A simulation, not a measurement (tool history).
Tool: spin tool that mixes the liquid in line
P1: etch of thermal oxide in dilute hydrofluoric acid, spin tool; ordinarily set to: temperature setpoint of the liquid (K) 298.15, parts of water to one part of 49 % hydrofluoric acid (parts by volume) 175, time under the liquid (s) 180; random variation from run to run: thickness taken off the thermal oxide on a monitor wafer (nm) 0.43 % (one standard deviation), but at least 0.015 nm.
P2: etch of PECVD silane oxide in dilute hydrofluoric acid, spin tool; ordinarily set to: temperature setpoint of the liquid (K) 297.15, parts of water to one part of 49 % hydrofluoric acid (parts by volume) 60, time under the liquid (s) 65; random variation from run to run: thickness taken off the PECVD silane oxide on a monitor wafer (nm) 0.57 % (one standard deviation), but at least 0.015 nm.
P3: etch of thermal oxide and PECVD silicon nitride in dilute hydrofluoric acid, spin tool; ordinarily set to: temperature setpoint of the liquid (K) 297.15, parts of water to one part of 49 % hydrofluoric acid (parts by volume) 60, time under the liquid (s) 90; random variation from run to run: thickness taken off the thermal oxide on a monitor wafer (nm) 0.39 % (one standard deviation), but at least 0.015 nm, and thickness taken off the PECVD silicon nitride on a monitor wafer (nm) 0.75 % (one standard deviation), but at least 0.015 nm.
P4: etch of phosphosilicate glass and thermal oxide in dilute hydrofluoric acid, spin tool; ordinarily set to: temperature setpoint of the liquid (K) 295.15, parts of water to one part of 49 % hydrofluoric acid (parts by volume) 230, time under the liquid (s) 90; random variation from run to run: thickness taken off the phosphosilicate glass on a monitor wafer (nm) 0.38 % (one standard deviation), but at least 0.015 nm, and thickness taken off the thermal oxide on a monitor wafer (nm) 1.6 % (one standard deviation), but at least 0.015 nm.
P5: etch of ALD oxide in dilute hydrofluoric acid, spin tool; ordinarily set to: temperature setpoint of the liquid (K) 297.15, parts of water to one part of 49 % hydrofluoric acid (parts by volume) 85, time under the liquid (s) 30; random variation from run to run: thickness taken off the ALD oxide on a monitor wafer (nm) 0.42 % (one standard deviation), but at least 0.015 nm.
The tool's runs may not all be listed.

run,hour,process that ran,temperature setpoint of the liquid (K),parts of water to one part of 49 % hydrofluoric acid (parts by volume),time under the liquid (s),hours since the thermometer was replaced,hours since the hydrofluoric acid flow meter was replaced,thickness taken off the thermal oxide on a monitor wafer (nm),thickness taken off the PECVD silane oxide on a monitor wafer (nm),thickness taken off the phosphosilicate glass on a monitor wafer (nm),thickness taken off the PECVD silicon nitride on a monitor wafer (nm),thickness taken off the ALD oxide on a monitor wafer (nm)
1,4.4,P1,298.15,175,180,1197.7,1262.5,4.77630,,,,
2,10.9,P2,297.15,60,65,1204.2,1269.0,,40.3880,,,
3,18.3,P4,295.15,230,35,1211.6,1276.4,0.54811,,12.285,,
4,22.0,P1,303.15,175,180,1215.3,1280.1,5.69420,,,,
5,26.4,P3,297.15,20,90,1219.7,1284.5,22.93900,,,8.7526,
6,31.5,P4,295.15,380,90,1224.8,1289.6,0.73530,,16.520,,
7,38.4,P1,298.15,175,100,1231.7,1296.5,2.65690,,,,
8,43.3,P1,298.15,175,180,1236.6,1301.4,4.76660,,,,
9,46.7,P5,297.15,85,30,1240.0,1304.8,,,,,4.891
10,52.6,P1,298.15,25,180,1245.9,1310.7,40.17800,,,,
11,60.0,P1,291.65,175,180,1253.3,1318.1,3.75590,,,,
12,64.5,P1,298.15,175,300,1257.8,1322.6,7.89970,,,,
13,69.6,P4,295.15,230,90,1262.9,1327.7,1.43460,,31.356,,
14,73.7,P2,297.15,60,65,1267.0,1331.8,,40.6260,,,
15,80.1,P4,299.65,230,90,1273.4,1338.2,1.67180,,36.824,,
16,85.9,P2,304.15,60,65,1279.2,1344.0,,53.3900,,,
17,89.2,P3,297.15,60,90,1282.5,1347.3,7.29410,,,2.9561,
18,93.8,P1,298.15,175,180,1287.1,1351.9,4.79210,,,,
19,100.6,P3,297.15,60,40,1293.9,1358.7,3.22900,,,1.3265,
20,105.2,P2,297.15,110,65,1298.5,1363.3,,20.4550,,,
# hour 107.5: thermometer replaced
21,111.6,P1,298.15,175,180,4.2,1369.7,4.77950,,,,
22,118.1,P1,298.15,305,180,10.7,1376.2,2.39110,,,,
23,123.1,P1,305.15,175,60,15.7,1381.2,2.05370,,,,

Forecast run 24:
# hour 124.2: hydrofluoric acid flow meter replaced
24,126.4,P2,297.15,60,15,19.0,2.3,,?,,,

{"run 24": {"thickness taken off the PECVD silane oxide on a monitor wafer (nm)": 9.2775}}

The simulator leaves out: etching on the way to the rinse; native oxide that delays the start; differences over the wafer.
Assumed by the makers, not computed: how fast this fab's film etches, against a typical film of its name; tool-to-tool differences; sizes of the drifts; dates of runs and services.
